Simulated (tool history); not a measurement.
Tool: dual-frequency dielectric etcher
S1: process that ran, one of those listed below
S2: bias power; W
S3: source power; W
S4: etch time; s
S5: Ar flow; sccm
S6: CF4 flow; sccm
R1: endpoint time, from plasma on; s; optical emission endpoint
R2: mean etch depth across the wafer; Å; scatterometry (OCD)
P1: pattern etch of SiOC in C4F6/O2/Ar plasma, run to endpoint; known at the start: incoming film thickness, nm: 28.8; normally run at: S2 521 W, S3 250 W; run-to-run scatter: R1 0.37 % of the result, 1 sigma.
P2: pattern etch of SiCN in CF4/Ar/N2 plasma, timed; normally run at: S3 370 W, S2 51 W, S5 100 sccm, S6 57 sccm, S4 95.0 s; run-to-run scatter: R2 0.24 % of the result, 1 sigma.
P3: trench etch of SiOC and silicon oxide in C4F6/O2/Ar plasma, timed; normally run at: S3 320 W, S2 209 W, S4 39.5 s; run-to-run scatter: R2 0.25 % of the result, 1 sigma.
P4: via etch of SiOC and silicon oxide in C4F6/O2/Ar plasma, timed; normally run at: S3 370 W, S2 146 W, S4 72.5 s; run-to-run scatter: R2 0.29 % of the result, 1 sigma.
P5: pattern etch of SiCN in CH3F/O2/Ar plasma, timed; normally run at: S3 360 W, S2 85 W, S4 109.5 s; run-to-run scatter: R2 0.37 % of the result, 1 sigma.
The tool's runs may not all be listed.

Run 1, hour 8.0: S1 P1, S2 521 W, S3 250 W. Result: R1 11.511 s.
Run 2, hour 14.0: S1 P5, S2 85 W, S3 360 W, S4 145.0 s. Result: R2 558.15 Å.
Run 3, hour 22.1: S1 P1, S2 713 W, S3 250 W. Result: R1 10.295 s.
Run 4, hour 30.2: S1 P4, S2 146 W, S3 230 W, S4 72.5 s. Result: R2 624.11 Å.
Run 5, hour 35.5: S1 P1, S2 412 W, S3 200 W. Result: R1 13.737 s.
Run 6, hour 41.8: S1 P1, S2 521 W, S3 300 W. Result: R1 10.764 s.
Run 7, hour 52.7: S1 P1, S2 670 W, S3 190 W. Result: R1 11.614 s.
Run 8, hour 59.4: S1 P4, S2 115 W, S3 370 W, S4 72.5 s. Result: R2 694.44 Å.
Run 9, hour 67.1: S1 P1, S2 521 W, S3 250 W. Result: R1 11.568 s.
Run 10, hour 75.6: S1 P5, S2 103 W, S3 360 W, S4 109.5 s. Result: R2 452.19 Å.
Run 11, hour 83.0: S1 P5, S2 85 W, S3 220 W, S4 109.5 s. Result: R2 348.70 Å.
Run 12, hour 94.9: S1 P2, S2 51 W, S3 370 W, S4 95.0 s, S5 100 sccm, S6 57 sccm. Result: R2 602.75 Å.
Run 13, hour 103.3: S1 P1, S2 521 W, S3 250 W. Result: R1 11.569 s.
Run 14, hour 112.9: S1 P3, S2 144 W, S3 320 W, S4 39.5 s. Result: R2 666.43 Å.
Run 15, hour 124.9: S1 P3, S2 209 W, S3 320 W, S4 26.5 s. Result: R2 501.53 Å.
Run 16, hour 132.4: S1 P5, S2 85 W, S3 360 W, S4 109.5 s. Result: R2 421.00 Å.
Run 17, hour 139.8: S1 P4, S2 146 W, S3 370 W, S4 72.5 s. Result: R2 746.53 Å.
Run 18, hour 145.4: S1 P1, S2 426 W, S3 250 W. Result: R1 12.530 s.
Run 19, hour 152.2: S1 P3, S2 209 W, S3 320 W, S4 39.5 s. Result: R2 749.04 Å.
Run 20, hour 160.3: S1 P2, S2 72 W, S3 370 W, S4 95.0 s, S5 100 sccm, S6 57 sccm. Result: R2 682.70 Å.
Run 21, hour 166.4: S1 P2, S2 51 W, S3 370 W, S4 60.0 s, S5 100 sccm, S6 57 sccm. Result: R2 380.90 Å.
Run 22, hour 177.8: S1 P2, S2 51 W, S3 370 W, S4 95.0 s, S5 66 sccm, S6 57 sccm. Result: R2 645.04 Å.
Run 23, hour 187.0: S1 P2, S2 51 W, S3 370 W, S4 95.0 s, S5 100 sccm, S6 57 sccm. Result: R2 602.96 Å.
Run 24, hour 197.7: S1 P3, S2 209 W, S3 320 W, S4 39.5 s. Result: R2 747.40 Å.
Run 25, hour 203.5: S1 P1, S2 521 W, S3 200 W. Result: R1 12.559 s.
At hour 211.0: wet clean of the chamber.
Run 26, hour 215.1: S1 P1, S2 521 W, S3 250 W. Result: R1 11.555 s.
Run 27, hour 221.7: S1 P4, S2 146 W, S3 370 W, S4 72.5 s. Result: R2 747.21 Å.
Run 28, hour 229.2: S1 P3, S2 209 W, S3 200 W, S4 39.5 s. Result: R2 626.28 Å.
Run 29, hour 234.6: S1 P2, S2 51 W, S3 230 W, S4 95.0 s, S5 100 sccm, S6 57 sccm. Result: R2 397.74 Å.
Run 30, hour 242.6: S1 P2, S2 51 W, S3 370 W, S4 95.0 s, S5 100 sccm, S6 71 sccm. Result: R2 623.10 Å.
Run 31, hour 254.3: S1 P1, S2 521 W, S3 250 W. Result: R1 11.493 s.
Run 32, hour 261.9: S1 P5, S2 85 W, S3 360 W, S4 109.5 s. Result: R2 419.78 Å.
Run 33, hour 268.5: S1 P4, S2 146 W, S3 370 W, S4 103.0 s. Result: R2 1058.40 Å.
Run 34, hour 275.6: S1 P1, S2 521 W, S3 250 W. Result: R1 11.489 s.
Run 35, hour 284.0: S1 P1, S2 521 W, S3 250 W. Result: R1 11.574 s.
Run 36, hour 294.0: S1 P1, S2 521 W, S3 250 W. Result: R1 11.636 s.
Run 37, hour 300.6: S1 P1, S2 521 W, S3 250 W. Result: R1 11.750 s.
Run 38, hour 308.0: S1 P1, S2 521 W, S3 250 W. Result: R1 11.724 s.
Run 39, hour 319.9: S1 P1, S2 521 W, S3 250 W. Result: R1 11.806 s.
At hour 324.5: wet clean of the chamber.
Run 40, hour 327.0: S1 P1, S2 521 W, S3 250 W. Result: R1 11.789 s.
Run 41, hour 335.9: S1 P1, S2 521 W, S3 250 W. Result: R1 11.804 s.
Run 42, hour 345.4: S1 P1, S2 521 W, S3 250 W. Result: R1 11.725 s.

What P1 gives has crept away from where it was. These 2 causes fit the log equally well, each at the size given:
A: source power that arrives under what is set, % = 4.92
B: bias power that arrives under what is set, % = 4.7
The creep began at about hour 275.6.
Why every other cause is out:
chamber walls in a state that lowers the etch rate, %: serviced at hour 324.5, which brought nothing back

4 check runs are offered, one wafer each, their results left as question marks. Which one tells the causes apart?
Run check 1, hour 354.9: S1 P2, S2 51 W, S3 370 W, S4 95.0 s, S5 100 sccm, S6 57 sccm. Result: R2 ?.
Run check 2, hour 354.9: S1 P5, S2 85 W, S3 360 W, S4 109.5 s. Result: R2 ?.
Run check 3, hour 354.9: S1 P3, S2 209 W, S3 320 W, S4 39.5 s. Result: R2 ?.
Run check 4, hour 354.9: S1 P4, S2 146 W, S3 370 W, S4 72.5 s. Result: R2 ?.

What each check would give under each cause:
  check  result    if A    if B
check 1      R2  576.30  592.83
check 2      R2  411.09  411.53
check 3      R2  735.74  738.30
check 4      R2  734.56  738.20
How far apart the two closest causes lie, in the result that separates them most: check 1 2.83 %; check 2 0.11 %; check 3 0.35 %; check 4 0.49 %
Check 1 tells the causes apart: in the others they would give nearly the same result.

Then check 1 was run and gave: R2 592.82 Å. Which cause is it?

It is B: bias power that arrives under what is set, %.

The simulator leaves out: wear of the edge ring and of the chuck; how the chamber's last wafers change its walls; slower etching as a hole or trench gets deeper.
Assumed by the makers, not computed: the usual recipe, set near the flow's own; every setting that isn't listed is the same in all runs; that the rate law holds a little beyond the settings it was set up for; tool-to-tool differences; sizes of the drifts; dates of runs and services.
